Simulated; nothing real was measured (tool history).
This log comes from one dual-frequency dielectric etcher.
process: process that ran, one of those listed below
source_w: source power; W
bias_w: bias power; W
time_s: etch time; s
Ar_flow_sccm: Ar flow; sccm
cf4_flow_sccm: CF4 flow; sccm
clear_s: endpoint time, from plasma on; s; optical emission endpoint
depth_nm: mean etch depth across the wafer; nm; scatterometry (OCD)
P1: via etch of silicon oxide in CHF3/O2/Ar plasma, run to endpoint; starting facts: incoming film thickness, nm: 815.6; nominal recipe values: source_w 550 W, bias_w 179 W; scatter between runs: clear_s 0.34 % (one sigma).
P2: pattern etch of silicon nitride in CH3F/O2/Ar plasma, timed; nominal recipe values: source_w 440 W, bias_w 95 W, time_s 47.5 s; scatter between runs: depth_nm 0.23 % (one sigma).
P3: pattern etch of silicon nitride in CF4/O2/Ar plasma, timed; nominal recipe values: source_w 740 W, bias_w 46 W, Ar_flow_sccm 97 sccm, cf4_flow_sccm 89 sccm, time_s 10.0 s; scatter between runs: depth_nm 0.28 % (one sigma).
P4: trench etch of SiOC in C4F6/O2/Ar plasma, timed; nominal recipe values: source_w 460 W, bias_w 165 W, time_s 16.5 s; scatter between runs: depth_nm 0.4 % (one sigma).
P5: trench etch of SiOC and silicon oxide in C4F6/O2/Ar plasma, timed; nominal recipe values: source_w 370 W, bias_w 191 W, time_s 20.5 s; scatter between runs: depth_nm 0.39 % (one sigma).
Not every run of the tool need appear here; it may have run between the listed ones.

| run | day | process | source_w | bias_w | time_s | Ar_flow_sccm | cf4_flow_sccm | hours since the last wet clean | hours since the last source power generator calibration | hours since the last bias power generator calibration | clear_s | depth_nm |
|---|---|---|---|---|---|---|---|---|---|---|---|---|
| 1 | 0.375 | P1 | 550 | 179 |  |  |  | 281.4 | 2668.5 | 1742.5 | 422.20 |  |
| 2 | 0.583 | P1 | 360 | 179 |  |  |  | 286.4 | 2673.5 | 1747.5 | 497.03 |  |
| 3 | 0.862 | P4 | 260 | 165 | 16.5 |  |  | 293.1 | 2680.2 | 1754.2 |  | 29.228 |
| 4 | 1.108 | P1 | 380 | 210 |  |  |  | 299.0 | 2686.1 | 1760.1 | 456.48 |  |
| 5 | 1.308 | P3 | 740 | 46 | 10.0 | 97 | 72 | 303.8 | 2690.9 | 1764.9 |  | 24.214 |
| 6 | 1.517 | P1 | 550 | 179 |  |  |  | 308.8 | 2695.9 | 1769.9 | 421.00 |  |
| 7 | 1.804 | P1 | 710 | 215 |  |  |  | 315.7 | 2702.8 | 1776.8 | 357.95 |  |
| 8 | 2.146 | P3 | 740 | 46 | 5.5 | 97 | 89 | 323.9 | 2711.0 | 1785.0 |  | 13.664 |
| 9 | 2.425 | P1 | 550 | 214 |  |  |  | 330.6 | 2717.7 | 1791.7 | 395.60 |  |
| 10 | 2.771 | P3 | 740 | 46 | 10.0 | 97 | 89 | 338.9 | 2726.0 | 1800.0 |  | 24.901 |
| 11 | 3.212 | P1 | 550 | 179 |  |  |  | 349.5 | 2736.6 | 1810.6 | 424.18 |  |
| 12 | 3.404 | P4 | 460 | 165 | 16.5 |  |  | 354.1 | 2741.2 | 1815.2 |  | 36.791 |
| 13 | 3.625 | P5 | 370 | 227 | 20.5 |  |  | 359.4 | 2746.5 | 1820.5 |  | 41.724 |
| 14 | 3.892 | P5 | 370 | 191 | 14.5 |  |  | 365.8 | 2752.9 | 1826.9 |  | 27.984 |
| 15 | 4.204 | P2 | 600 | 95 | 47.5 |  |  | 373.3 | 2760.4 | 1834.4 |  | 43.069 |
| 16 | 4.425 | P5 | 370 | 191 | 20.5 |  |  | 378.6 | 2765.7 | 1839.7 |  | 39.651 |
| 17 | 4.671 | P3 | 1040 | 46 | 10.0 | 97 | 89 | 384.5 | 2771.6 | 1845.6 |  | 33.579 |
| 18 | 4.967 | P5 | 500 | 191 | 20.5 |  |  | 391.6 | 2778.7 | 1852.7 |  | 44.584 |
| 19 | 5.267 | P5 | 370 | 191 | 20.5 |  |  | 398.8 | 2785.9 | 1859.9 |  | 39.714 |

Expected results for the next run?
| 20 | 5.633 | P2 | 440 | 115 | 47.5 |  |  | 407.6 | 2794.7 | 1868.7 |  | ? |

{"run 20": {"depth_nm": 41.169}}
